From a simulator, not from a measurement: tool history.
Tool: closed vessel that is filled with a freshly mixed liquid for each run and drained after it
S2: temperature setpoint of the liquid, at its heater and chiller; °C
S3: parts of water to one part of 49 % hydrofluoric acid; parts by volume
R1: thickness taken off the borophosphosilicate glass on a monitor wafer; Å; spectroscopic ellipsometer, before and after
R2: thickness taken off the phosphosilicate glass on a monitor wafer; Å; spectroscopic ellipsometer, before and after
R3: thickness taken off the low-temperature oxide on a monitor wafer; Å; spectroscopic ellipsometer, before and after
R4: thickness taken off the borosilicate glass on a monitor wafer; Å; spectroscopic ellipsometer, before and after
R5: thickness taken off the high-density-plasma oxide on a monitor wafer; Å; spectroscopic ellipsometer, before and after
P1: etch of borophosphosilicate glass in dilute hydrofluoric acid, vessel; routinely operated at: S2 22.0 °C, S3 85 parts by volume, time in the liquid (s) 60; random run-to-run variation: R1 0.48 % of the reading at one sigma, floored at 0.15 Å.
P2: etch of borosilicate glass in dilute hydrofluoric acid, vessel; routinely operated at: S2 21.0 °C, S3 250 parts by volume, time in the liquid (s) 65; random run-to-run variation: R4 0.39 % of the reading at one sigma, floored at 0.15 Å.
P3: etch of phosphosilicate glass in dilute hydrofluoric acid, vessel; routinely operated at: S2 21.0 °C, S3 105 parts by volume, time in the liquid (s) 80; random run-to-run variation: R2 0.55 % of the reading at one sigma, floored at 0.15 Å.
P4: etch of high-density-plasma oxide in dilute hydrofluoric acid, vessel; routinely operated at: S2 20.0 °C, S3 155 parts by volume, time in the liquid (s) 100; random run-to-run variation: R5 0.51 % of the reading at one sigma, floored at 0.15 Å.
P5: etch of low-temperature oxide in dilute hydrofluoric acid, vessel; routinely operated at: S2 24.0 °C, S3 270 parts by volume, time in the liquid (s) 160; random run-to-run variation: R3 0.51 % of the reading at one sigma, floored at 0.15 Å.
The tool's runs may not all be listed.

{"run": 1, "hour": 15.4, "process that ran": "P1", "S2": 22.0, "S3": 85, "time in the liquid (s)": 60, "R1": 210.45}
{"run": 2, "hour": 28.1, "process that ran": "P1", "S2": 22.0, "S3": 85, "time in the liquid (s)": 60, "R1": 210.08}
{"run": 3, "hour": 39.2, "process that ran": "P3", "S2": 21.0, "S3": 105, "time in the liquid (s)": 80, "R2": 401.84}
{"run": 4, "hour": 51.6, "process that ran": "P3", "S2": 21.0, "S3": 175, "time in the liquid (s)": 80, "R2": 221.19}
{"run": 5, "hour": 60.7, "process that ran": "P5", "S2": 24.0, "S3": 270, "time in the liquid (s)": 310, "R3": 238.13}
{"run": 6, "hour": 71.7, "process that ran": "P2", "S2": 21.0, "S3": 435, "time in the liquid (s)": 65, "R4": 56.615}
{"run": 7, "hour": 83.0, "process that ran": "P1", "S2": 22.0, "S3": 85, "time in the liquid (s)": 30, "R1": 104.25}
{"run": 8, "hour": 94.4, "process that ran": "P5", "S2": 24.0, "S3": 270, "time in the liquid (s)": 160, "R3": 123.07}
{"run": 9, "hour": 109.3, "process that ran": "P4", "S2": 28.5, "S3": 155, "time in the liquid (s)": 100, "R5": 61.632}
{"run": 10, "hour": 121.1, "process that ran": "P1", "S2": 22.0, "S3": 85, "time in the liquid (s)": 95, "R1": 332.12}
{"run": 11, "hour": 130.7, "process that ran": "P1", "S2": 22.0, "S3": 85, "time in the liquid (s)": 60, "R1": 209.41}
{"run": 12, "hour": 141.8, "process that ran": "P1", "S2": 22.0, "S3": 130, "time in the liquid (s)": 60, "R1": 129.81}
{"run": 13, "hour": 154.7, "process that ran": "P1", "S2": 17.0, "S3": 35, "time in the liquid (s)": 60, "R1": 439.85}
{"run": 14, "hour": 166.2, "process that ran": "P1", "S2": 22.0, "S3": 30, "time in the liquid (s)": 60, "R1": 634.2}
{"run": 15, "hour": 182.0, "process that ran": "P3", "S2": 25.5, "S3": 105, "time in the liquid (s)": 80, "R2": 478.22}
{"run": 16, "hour": 189.8, "process that ran": "P3", "S2": 21.0, "S3": 105, "time in the liquid (s)": 30, "R2": 148.92}
{"run": 17, "hour": 199.8, "process that ran": "P2", "S2": 27.0, "S3": 250, "time in the liquid (s)": 65, "R4": 144.03}
{"run": 18, "hour": 212.8, "process that ran": "P2", "S2": 21.0, "S3": 250, "time in the liquid (s)": 65, "R4": 115.71}
{"run": 19, "hour": 223.5, "process that ran": "P5", "S2": 24.0, "S3": 70, "time in the liquid (s)": 160, "R3": 591.73}
{"run": 20, "hour": 236.8, "process that ran": "P4", "S2": 20.0, "S3": 155, "time in the liquid (s)": 100, "R5": 45.044}
{"run": 21, "hour": 252.7, "process that ran": "P1", "S2": 22.0, "S3": 85, "time in the liquid (s)": 60, "R1": 209.6}
{"run": 22, "hour": 260.9, "process that ran": "P4", "S2": 20.0, "S3": 155, "time in the liquid (s)": 50, "R5": 22.675}
{"run": 23, "hour": 274.7, "process that ran": "P2", "S2": 21.0, "S3": 250, "time in the liquid (s)": 65, "R4": 115.26}
{"run": 24, "hour": 288.5, "process that ran": "P4", "S2": 20.0, "S3": 240, "time in the liquid (s)": 100, "R5": 26.792}
{"run": 25, "hour": 303.4, "process that ran": "P1", "S2": 22.0, "S3": 85, "time in the liquid (s)": 60, "R1": 208.68}
{"run": 26, "hour": 310.8, "process that ran": "P1", "S2": 28.5, "S3": 85, "time in the liquid (s)": 60, "R1": 272.99}
{"run": 27, "hour": 327.5, "process that ran": "P5", "S2": 24.0, "S3": 270, "time in the liquid (s)": 160, "R3": 121.91}

Estimate the outcome of run 28 from the log above:
{"run": 28, "hour": 340.8, "process that ran": "P3", "S2": 21.0, "S3": 105, "time in the liquid (s)": 80, "R2": "?"}

Run 28 gave R2 394.65 Å.

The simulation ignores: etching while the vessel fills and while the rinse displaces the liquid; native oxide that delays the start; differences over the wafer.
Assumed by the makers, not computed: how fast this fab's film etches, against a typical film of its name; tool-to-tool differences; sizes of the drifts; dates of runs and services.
